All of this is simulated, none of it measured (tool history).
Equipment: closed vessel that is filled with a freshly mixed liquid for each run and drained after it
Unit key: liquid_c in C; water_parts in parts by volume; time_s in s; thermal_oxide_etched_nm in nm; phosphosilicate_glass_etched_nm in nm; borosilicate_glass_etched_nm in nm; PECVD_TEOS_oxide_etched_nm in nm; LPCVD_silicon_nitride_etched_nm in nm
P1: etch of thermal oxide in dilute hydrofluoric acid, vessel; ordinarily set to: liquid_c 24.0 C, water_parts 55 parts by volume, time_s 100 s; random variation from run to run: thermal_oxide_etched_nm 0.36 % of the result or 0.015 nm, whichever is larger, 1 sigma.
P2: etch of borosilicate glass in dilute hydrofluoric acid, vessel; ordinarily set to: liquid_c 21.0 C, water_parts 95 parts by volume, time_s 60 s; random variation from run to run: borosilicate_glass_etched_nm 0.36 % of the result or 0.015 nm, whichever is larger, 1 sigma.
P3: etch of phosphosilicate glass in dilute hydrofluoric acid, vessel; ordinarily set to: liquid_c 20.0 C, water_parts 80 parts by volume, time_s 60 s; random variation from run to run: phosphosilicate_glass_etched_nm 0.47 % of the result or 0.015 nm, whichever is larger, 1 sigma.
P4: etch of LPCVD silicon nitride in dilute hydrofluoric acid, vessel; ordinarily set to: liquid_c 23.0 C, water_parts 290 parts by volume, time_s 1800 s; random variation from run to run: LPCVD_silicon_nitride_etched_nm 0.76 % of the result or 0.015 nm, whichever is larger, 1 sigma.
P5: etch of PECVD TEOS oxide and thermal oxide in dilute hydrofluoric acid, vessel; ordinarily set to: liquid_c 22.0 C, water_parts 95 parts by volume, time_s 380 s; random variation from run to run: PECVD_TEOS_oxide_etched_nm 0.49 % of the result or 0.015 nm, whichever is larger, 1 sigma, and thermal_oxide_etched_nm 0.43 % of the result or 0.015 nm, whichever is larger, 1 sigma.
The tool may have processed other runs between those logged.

| run | hour | process | liquid_c | water_parts | time_s | hours since the thermometer was replaced | hours since the hydrofluoric acid flow meter was replaced | thermal_oxide_etched_nm | phosphosilicate_glass_etched_nm | borosilicate_glass_etched_nm | PECVD_TEOS_oxide_etched_nm | LPCVD_silicon_nitride_etched_nm |
|---|---|---|---|---|---|---|---|---|---|---|---|---|
| 1 | 6.1 | P1 | 24.0 | 55 | 100 | 1939.8 | 419.2 | 9.1213 |  |  |  |  |
| 2 | 10.6 | P3 | 20.0 | 80 | 95 | 1944.3 | 423.7 |  | 142.030 |  |  |  |
| 3 | 15.0 | P2 | 17.0 | 95 | 60 | 1948.7 | 428.1 |  |  | 17.088 |  |  |
| 4 | 19.2 | P1 | 24.0 | 55 | 100 | 1952.9 | 432.3 | 9.2503 |  |  |  |  |
| 5 | 22.7 | P2 | 21.0 | 170 | 60 | 1956.4 | 435.8 |  |  | 10.367 |  |  |
| 6 | 29.3 | P1 | 20.0 | 55 | 100 | 1963.0 | 442.4 | 7.7581 |  |  |  |  |
| 7 | 33.0 | P2 | 21.0 | 95 | 95 | 1966.7 | 446.1 |  |  | 32.014 |  |  |
| 8 | 38.7 | P5 | 22.0 | 25 | 380 | 1972.4 | 451.8 | 71.4500 |  |  | 176.350 |  |
| 9 | 45.5 | P1 | 24.0 | 55 | 150 | 1979.2 | 458.6 | 13.7470 |  |  |  |  |
| 10 | 51.2 | P5 | 22.0 | 95 | 380 | 1984.9 | 464.3 | 17.4740 |  |  | 42.819 |  |
| 11 | 55.9 | P4 | 23.0 | 290 | 1800 | 1989.6 | 469.0 |  |  |  |  | 3.1406 |
| 12 | 63.1 | P1 | 24.0 | 55 | 100 | 1996.8 | 476.2 | 9.1523 |  |  |  |  |
| 13 | 70.4 | P1 | 24.0 | 90 | 180 | 2004.1 | 483.5 | 9.7655 |  |  |  |  |
| 14 | 77.1 | P1 | 24.0 | 105 | 100 | 2010.8 | 490.2 | 4.4788 |  |  |  |  |
| 15 | 82.6 | P3 | 20.0 | 80 | 60 | 2016.3 | 495.7 |  | 89.445 |  |  |  |
| 16 | 88.7 | P1 | 24.0 | 100 | 30 | 2022.4 | 501.8 | 1.4191 |  |  |  |  |
| 17 | 92.5 | P1 | 28.5 | 55 | 100 | 2026.2 | 505.6 | 11.0570 |  |  |  |  |
| 18 | 97.6 | P2 | 21.0 | 95 | 60 | 2031.3 | 510.7 |  |  | 20.221 |  |  |
| 19 | 105.2 | P4 | 23.0 | 105 | 1800 | 2038.9 | 518.3 |  |  |  |  | 8.5044 |
| 20 | 110.3 | P5 | 17.0 | 95 | 380 | 2044.0 | 523.4 | 14.0020 |  |  | 34.684 |  |
| 21 | 118.0 | P3 | 24.0 | 80 | 60 | 2051.7 | 531.1 |  | 105.610 |  |  |  |
| 22 | 123.6 | P1 | 24.0 | 20 | 100 | 2057.3 | 536.7 | 26.5020 |  |  |  |  |
| 23 | 130.8 | P4 | 17.0 | 290 | 1800 | 2064.5 | 543.9 |  |  |  |  | 2.1388 |
| 24 | 137.1 | P5 | 22.0 | 95 | 745 | 2070.8 | 550.2 | 33.9730 |  |  | 83.401 |  |
| 25 | 144.1 | P1 | 24.0 | 55 | 50 | 2077.8 | 557.2 | 4.5734 |  |  |  |  |
| 26 | 148.2 | P3 | 20.0 | 80 | 60 | 2081.9 | 561.3 |  | 89.244 |  |  |  |
| 27 | 155.6 | P1 | 24.0 | 55 | 100 | 2089.3 | 568.7 | 9.1527 |  |  |  |  |
| 28 | 162.8 | P1 | 24.0 | 55 | 100 | 2096.5 | 575.9 | 9.2054 |  |  |  |  |
| 29 | 167.0 | P1 | 24.0 | 55 | 100 | 2100.7 | 580.1 | 9.1187 |  |  |  |  |
| 30 | 174.2 | P1 | 31.0 | 55 | 60 | 2107.9 | 587.3 | 7.2299 |  |  |  |  |
| 31 | 179.7 | P3 | 20.0 | 130 | 60 | 2113.4 | 592.8 |  | 51.751 |  |  |  |
| 32 | 184.2 | P1 | 24.0 | 55 | 100 | 2117.9 | 597.3 | 9.1789 |  |  |  |  |
| 33 | 189.5 | P4 | 23.0 | 290 | 2995 | 2123.2 | 602.6 |  |  |  |  | 5.2421 |
| 34 | 195.5 | P1 | 24.0 | 55 | 100 | 2129.2 | 608.6 | 9.2168 |  |  |  |  |
| 35 | 202.0 | P1 | 24.0 | 55 | 100 | 2135.7 | 615.1 | 8.8455 |  |  |  |  |
| 36 | 206.1 | P1 | 24.0 | 55 | 100 | 2139.8 | 619.2 | 8.8263 |  |  |  |  |
| 37 | 210.5 | P1 | 24.0 | 55 | 100 | 2144.2 | 623.6 | 8.6632 |  |  |  |  |
| 38 | 215.3 | P1 | 24.0 | 55 | 100 | 2149.0 | 628.4 | 8.6000 |  |  |  |  |
| 39 | 221.0 | P1 | 24.0 | 55 | 100 | 2154.7 | 634.1 | 8.4675 |  |  |  |  |
| 40 | 227.6 | P1 | 24.0 | 55 | 100 | 2161.3 | 640.7 | 8.4466 |  |  |  |  |
| 41 | 231.2 | P1 | 24.0 | 55 | 100 | 2164.9 | 644.3 | 8.4525 |  |  |  |  |
| 42 | 234.8 | P1 | 24.0 | 55 | 100 | 2168.5 | 647.9 | 8.3845 |  |  |  |  |
| 43 | 239.2 | P1 | 24.0 | 55 | 100 | 2172.9 | 652.3 | 8.4530 |  |  |  |  |
| 44 | 244.9 | P1 | 24.0 | 55 | 100 | 2178.6 | 658.0 | 8.4181 |  |  |  |  |
| 45 | 251.9 | P1 | 24.0 | 55 | 100 | 2185.6 | 665.0 | 8.4236 |  |  |  |  |

P1 no longer gives what it gave before; its output has crept away from where it was. The following 2 causes, each at its listed size, fit the log equally well:
A: liquid colder than its thermometer reads (K) = 2.17
B: hydrofluoric acid flow below the setpoint (%) = 7.99
Creep in the process output first set in at about hour 195.5.

Each of the check runs listed below is run on 2 wafers and reports their average, with the results left as question marks. Pick the one under which the possible causes would lead to clearly different results.
| check 1 | 258.9 | P5 | 22.0 | 95 | 380 |  |  | ? |  |  | ? |  |
| check 2 | 258.9 | P2 | 21.0 | 95 | 60 |  |  |  |  | ? |  |  |
| check 3 | 258.9 | P4 | 23.0 | 290 | 1800 |  |  |  |  |  |  | ? |
| check 4 | 258.9 | P3 | 20.0 | 80 | 60 |  |  |  | ? |  |  |  |

What each check would give under each cause:
| check | result | if A | if B |
|---|---|---|---|
| check 1 | thermal_oxide_etched_nm | 15.8480 | 15.7800 |
| check 1 | PECVD_TEOS_oxide_etched_nm | 39.074 | 38.908 |
| check 2 | borosilicate_glass_etched_nm | 18.457 | 18.397 |
| check 3 | LPCVD_silicon_nitride_etched_nm | 2.7286 | 2.8791 |
| check 4 | phosphosilicate_glass_etched_nm | 81.529 | 81.519 |
Separation of the two closest causes in each check, using whichever result separates them best: check 1 0.43 %; check 2 0.32 %; check 3 5.37 %; check 4 0.01 %
The causes can be told apart only by check 3. The other checks would give nearly the same results under each of them.

Check 3 was carried out, with these results: LPCVD_silicon_nitride_etched_nm 2.7624 nm. Which of the listed causes is responsible?

The correct cause is A, namely: liquid colder than its thermometer reads (K).
